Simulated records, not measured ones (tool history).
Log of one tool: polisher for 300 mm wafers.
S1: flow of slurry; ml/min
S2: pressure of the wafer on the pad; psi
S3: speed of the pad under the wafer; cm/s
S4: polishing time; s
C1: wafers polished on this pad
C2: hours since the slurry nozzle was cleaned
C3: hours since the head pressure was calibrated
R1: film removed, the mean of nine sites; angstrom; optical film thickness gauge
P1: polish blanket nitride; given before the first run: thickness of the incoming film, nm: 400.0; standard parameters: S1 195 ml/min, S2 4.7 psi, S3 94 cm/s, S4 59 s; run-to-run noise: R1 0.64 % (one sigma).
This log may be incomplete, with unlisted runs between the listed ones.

| run | day | S1 | S2 | S3 | S4 | C1 | C2 | C3 | R1 |
|---|---|---|---|---|---|---|---|---|---|
| 1 | 0.458 | 195 | 4.7 | 94 | 59 | 503 | 237.4 | 205.8 | 1292 |
| 2 | 1.088 | 195 | 4.7 | 94 | 59 | 683 | 252.5 | 220.9 | 1293.1 |
| 3 | 1.438 | 195 | 7 | 66 | 59 | 783 | 260.9 | 229.3 | 1438.7 |
| 4 | 1.758 | 285 | 4.7 | 94 | 83 | 875 | 268.6 | 237 | 1920.3 |
| 5 | 2.396 | 195 | 2.2 | 94 | 59 | 1057 | 283.9 | 252.3 | 597.28 |
| 6 | 2.971 | 195 | 4.7 | 94 | 59 | 1222 | 297.7 | 266.1 | 1289.4 |
| 7 | 3.367 | 195 | 4.7 | 94 | 59 | 1335 | 307.2 | 275.6 | 1296.3 |
| 8 | 3.883 | 195 | 4.7 | 130 | 59 | 1483 | 319.6 | 288 | 1645.6 |
| 9 | 4.2 | 195 | 4.7 | 94 | 59 | 1573 | 327.2 | 295.6 | 1287.7 |
| 10 | 4.621 | 195 | 6.9 | 94 | 59 | 1693 | 337.3 | 305.7 | 1866 |
| 11 | 5.008 | 195 | 4.7 | 94 | 92 | 1804 | 346.6 | 315 | 2008 |
| 12 | 5.646 | 195 | 4.7 | 94 | 38 | 1987 | 361.9 | 330.3 | 829.94 |
| 13 | 6.062 | 195 | 4.7 | 56 | 59 | 2106 | 371.9 | 340.3 | 851.47 |
| 14 | 6.612 | 135 | 4.7 | 94 | 59 | 2263 | 385.1 | 353.5 | 1222.2 |
| 15 | 6.925 | 310 | 4.7 | 94 | 59 | 2352 | 392.6 | 361 | 1353.1 |
| 16 | 7.292 | 195 | 4.7 | 94 | 59 | 2457 | 401.4 | 369.8 | 1289.2 |

Estimate the outcome of run 17 from the log above:
| 17 | 7.621 | 195 | 4.7 | 94 | 59 | 2551 | 409.3 | 377.7 | ? |

{"run 17": {"R1": 1290.4}}
